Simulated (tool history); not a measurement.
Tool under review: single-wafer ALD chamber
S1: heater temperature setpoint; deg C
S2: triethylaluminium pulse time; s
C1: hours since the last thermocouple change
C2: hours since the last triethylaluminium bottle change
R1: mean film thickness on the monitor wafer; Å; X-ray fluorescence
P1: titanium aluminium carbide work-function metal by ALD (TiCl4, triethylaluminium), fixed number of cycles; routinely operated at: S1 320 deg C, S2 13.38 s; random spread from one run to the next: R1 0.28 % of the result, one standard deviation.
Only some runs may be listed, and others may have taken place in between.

| run | day | S1 | S2 | C1 | C2 | R1 |
|---|---|---|---|---|---|---|
| 1 | 0.408 | 320 | 13.38 | 1744.6 | 221.9 | 24.04 |
|  | 0.583 | thermocouple changed; heater temperature recalibrated |
| 2 | 0.833 | 320 | 13.38 | 6 | 232.1 | 24.14 |
| 3 | 1.262 | 320 | 4.72 | 16.3 | 242.4 | 19.431 |
| 4 | 1.592 | 295 | 13.38 | 24.2 | 250.3 | 21.499 |
| 5 | 1.967 | 320 | 13.38 | 33.2 | 259.3 | 23.93 |
| 6 | 2.204 | 345 | 13.38 | 38.9 | 265 | 26.517 |
| 7 | 2.525 | 338 | 6.08 | 46.6 | 272.7 | 22.842 |
| 8 | 2.729 | 320 | 21.06 | 51.5 | 277.6 | 24.301 |
|  | 2.8 | triethylaluminium bottle replaced |
| 9 | 3.108 | 320 | 13.38 | 60.6 | 7.5 | 24.116 |
| 10 | 3.533 | 320 | 13.38 | 70.8 | 17.7 | 23.971 |
| 11 | 3.796 | 309 | 18.78 | 77.1 | 24 | 23.153 |
| 12 | 4.208 | 320 | 13.38 | 87 | 33.9 | 23.97 |

Predict the results of run 13:
| 13 | 4.504 | 320 | 13.38 | 94.1 | 41 | ? |

Run 13 came out at R1 24.037 Å.
